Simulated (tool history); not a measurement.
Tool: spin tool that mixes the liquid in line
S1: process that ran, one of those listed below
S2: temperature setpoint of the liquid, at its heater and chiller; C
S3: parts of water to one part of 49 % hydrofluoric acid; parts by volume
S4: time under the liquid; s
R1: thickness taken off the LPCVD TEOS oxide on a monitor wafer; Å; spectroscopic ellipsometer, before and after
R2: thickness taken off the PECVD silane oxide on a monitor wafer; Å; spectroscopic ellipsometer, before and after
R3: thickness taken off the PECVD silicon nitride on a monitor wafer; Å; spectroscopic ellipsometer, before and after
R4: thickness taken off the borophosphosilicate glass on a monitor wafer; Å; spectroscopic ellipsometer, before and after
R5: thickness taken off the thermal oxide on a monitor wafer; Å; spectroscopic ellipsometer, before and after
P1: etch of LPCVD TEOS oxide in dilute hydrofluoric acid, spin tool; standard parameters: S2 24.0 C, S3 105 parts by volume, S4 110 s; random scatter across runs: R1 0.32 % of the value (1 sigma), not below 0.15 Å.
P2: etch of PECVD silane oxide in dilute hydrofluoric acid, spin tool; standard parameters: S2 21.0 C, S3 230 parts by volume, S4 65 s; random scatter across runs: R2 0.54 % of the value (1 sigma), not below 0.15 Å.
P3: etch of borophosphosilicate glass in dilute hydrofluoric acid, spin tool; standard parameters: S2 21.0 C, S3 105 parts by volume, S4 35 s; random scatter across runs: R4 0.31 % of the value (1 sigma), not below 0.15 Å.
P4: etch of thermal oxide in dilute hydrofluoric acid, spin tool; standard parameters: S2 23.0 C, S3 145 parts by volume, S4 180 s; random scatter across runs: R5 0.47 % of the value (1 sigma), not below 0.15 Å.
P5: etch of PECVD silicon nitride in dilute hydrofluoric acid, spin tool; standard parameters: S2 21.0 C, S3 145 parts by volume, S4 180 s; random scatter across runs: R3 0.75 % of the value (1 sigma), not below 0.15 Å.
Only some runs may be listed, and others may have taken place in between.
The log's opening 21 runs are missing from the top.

{"run": 22, "hour": 285.3, "S1": "P3", "S2": 21.0, "S3": 105, "S4": 35, "R4": 143.61}
{"run": 23, "hour": 302.6, "S1": "P1", "S2": 24.0, "S3": 105, "S4": 200, "R1": 336.17}
{"run": 24, "hour": 310.6, "S1": "P3", "S2": 21.0, "S3": 105, "S4": 35, "R4": 143.85}
{"run": 25, "hour": 325.4, "S1": "P2", "S2": 21.0, "S3": 90, "S4": 65, "R2": 207.09}
{"run": 26, "hour": 334.2, "S1": "P5", "S2": 27.0, "S3": 145, "S4": 180, "R3": 43.749}
{"run": 27, "hour": 348.3, "S1": "P2", "S2": 21.0, "S3": 230, "S4": 65, "R2": 69.457}
{"run": 28, "hour": 358.2, "S1": "P4", "S2": 23.0, "S3": 215, "S4": 180, "R5": 34.891}
{"run": 29, "hour": 369.6, "S1": "P4", "S2": 23.0, "S3": 145, "S4": 300, "R5": 92.555}
{"run": 30, "hour": 382.1, "S1": "P1", "S2": 24.0, "S3": 105, "S4": 110, "R1": 183.9}
{"run": 31, "hour": 391.7, "S1": "P1", "S2": 24.0, "S3": 105, "S4": 110, "R1": 183.93}
{"run": 32, "hour": 406.6, "S1": "P1", "S2": 24.0, "S3": 105, "S4": 110, "R1": 184.39}
{"run": 33, "hour": 424.5, "S1": "P1", "S2": 24.0, "S3": 105, "S4": 110, "R1": 192.78}
{"run": 34, "hour": 439.3, "S1": "P1", "S2": 24.0, "S3": 105, "S4": 110, "R1": 197.47}
{"run": 35, "hour": 448.9, "S1": "P1", "S2": 24.0, "S3": 105, "S4": 110, "R1": 198.25}
{"run": 36, "hour": 463.2, "S1": "P1", "S2": 24.0, "S3": 105, "S4": 110, "R1": 199.06}

What does the tool deliver on the next run?
{"run": 37, "hour": 480.3, "S1": "P1", "S2": 24.0, "S3": 105, "S4": 110, "R1": "?"}

Run 37 measured R1 200.790 Å.

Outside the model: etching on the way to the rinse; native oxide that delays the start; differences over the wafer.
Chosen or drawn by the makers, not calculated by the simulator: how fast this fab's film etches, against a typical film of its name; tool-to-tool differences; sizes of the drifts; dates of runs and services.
